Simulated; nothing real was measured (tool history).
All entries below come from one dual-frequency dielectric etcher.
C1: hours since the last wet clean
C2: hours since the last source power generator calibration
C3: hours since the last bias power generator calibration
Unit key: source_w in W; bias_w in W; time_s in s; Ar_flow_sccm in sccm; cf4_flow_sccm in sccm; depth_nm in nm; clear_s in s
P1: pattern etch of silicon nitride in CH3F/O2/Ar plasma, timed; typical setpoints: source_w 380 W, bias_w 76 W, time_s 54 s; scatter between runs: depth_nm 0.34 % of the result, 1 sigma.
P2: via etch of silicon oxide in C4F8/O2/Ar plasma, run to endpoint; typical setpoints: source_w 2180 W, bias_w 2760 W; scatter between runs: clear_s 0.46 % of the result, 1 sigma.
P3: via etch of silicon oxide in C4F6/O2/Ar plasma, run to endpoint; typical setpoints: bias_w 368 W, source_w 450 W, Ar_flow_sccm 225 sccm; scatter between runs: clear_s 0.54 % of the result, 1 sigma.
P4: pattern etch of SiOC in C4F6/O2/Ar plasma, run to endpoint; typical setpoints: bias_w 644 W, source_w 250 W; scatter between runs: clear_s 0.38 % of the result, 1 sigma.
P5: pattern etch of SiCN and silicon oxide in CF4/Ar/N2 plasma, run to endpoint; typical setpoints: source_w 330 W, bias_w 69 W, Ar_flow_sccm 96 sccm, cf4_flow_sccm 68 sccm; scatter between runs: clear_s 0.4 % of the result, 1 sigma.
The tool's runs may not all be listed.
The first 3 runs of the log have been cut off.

Run 4, day 0.938: process P1, source_w 380 W, bias_w 76 W, time_s 54 s; C1 225.1; C2 2425.4; C3 954.8. Result: depth_nm 37.707 nm.
Run 5, day 1.212: process P5, source_w 330 W, bias_w 69 W, Ar_flow_sccm 96 sccm, cf4_flow_sccm 47 sccm; C1 231.7; C2 2432.0; C3 961.4. Result: clear_s 19.333 s.
Run 6, day 1.458: process P5, source_w 330 W, bias_w 69 W, Ar_flow_sccm 66 sccm, cf4_flow_sccm 68 sccm; C1 237.6; C2 2437.9; C3 967.3. Result: clear_s 17.197 s.
Run 7, day 1.779: process P2, source_w 1340 W, bias_w 2760 W; C1 245.3; C2 2445.6; C3 975.0. Result: clear_s 306.330 s.
Run 8, day 2.104: process P4, source_w 250 W, bias_w 644 W; C1 253.1; C2 2453.4; C3 982.8. Result: clear_s 18.707 s.
Run 9, day 2.404: process P3, source_w 450 W, bias_w 288 W, Ar_flow_sccm 225 sccm; C1 260.3; C2 2460.6; C3 990.0. Result: clear_s 23.176 s.
Run 10, day 2.579: process P5, source_w 330 W, bias_w 69 W, Ar_flow_sccm 96 sccm, cf4_flow_sccm 68 sccm; C1 264.5; C2 2464.8; C3 994.2. Result: clear_s 18.227 s.
Run 11, day 2.775: process P1, source_w 380 W, bias_w 76 W, time_s 54 s; C1 269.2; C2 2469.5; C3 998.9. Result: depth_nm 37.432 nm.
At day 3.033: wet clean of the chamber.
Run 12, day 3.033: process P1, source_w 380 W, bias_w 76 W, time_s 54 s; C1 0.1; C2 2475.7; C3 1005.1. Result: depth_nm 37.457 nm.
Run 13, day 3.392: process P5, source_w 330 W, bias_w 69 W, Ar_flow_sccm 96 sccm, cf4_flow_sccm 68 sccm; C1 8.7; C2 2484.3; C3 1013.7. Result: clear_s 18.269 s.
Run 14, day 3.762: process P4, source_w 250 W, bias_w 852 W; C1 17.6; C2 2493.2; C3 1022.6. Result: clear_s 16.696 s.
Run 15, day 4.075: process P5, source_w 440 W, bias_w 69 W, Ar_flow_sccm 96 sccm, cf4_flow_sccm 68 sccm; C1 25.1; C2 2500.7; C3 1030.1. Result: clear_s 14.022 s.
Run 16, day 4.392: process P1, source_w 380 W, bias_w 76 W, time_s 54 s; C1 32.7; C2 2508.3; C3 1037.7. Result: depth_nm 37.567 nm.
Run 17, day 4.583: process P5, source_w 330 W, bias_w 46 W, Ar_flow_sccm 96 sccm, cf4_flow_sccm 68 sccm; C1 37.3; C2 2512.9; C3 1042.3. Result: clear_s 20.708 s.
Run 18, day 4.829: process P1, source_w 380 W, bias_w 99 W, time_s 54 s; C1 43.2; C2 2518.8; C3 1048.2. Result: depth_nm 41.413 nm.
Run 19, day 5.171: process P1, source_w 240 W, bias_w 76 W, time_s 54 s; C1 51.4; C2 2527.0; C3 1056.4. Result: depth_nm 31.643 nm.
Run 20, day 5.554: process P1, source_w 530 W, bias_w 76 W, time_s 54 s; C1 60.6; C2 2536.2; C3 1065.6. Result: depth_nm 42.586 nm.
Run 21, day 5.888: process P2, source_w 2180 W, bias_w 2760 W; C1 68.6; C2 2544.2; C3 1073.6. Result: clear_s 253.560 s.
Run 22, day 6.158: process P4, source_w 250 W, bias_w 644 W; C1 75.1; C2 2550.7; C3 1080.1. Result: clear_s 18.702 s.

Predict the results of run 23:
Run 23, day 6.438: process P3, source_w 450 W, bias_w 368 W, Ar_flow_sccm 225 sccm; C1 81.8; C2 2557.4; C3 1086.8. Result: clear_s ?.

Run 23 produced clear_s 21.342 s.
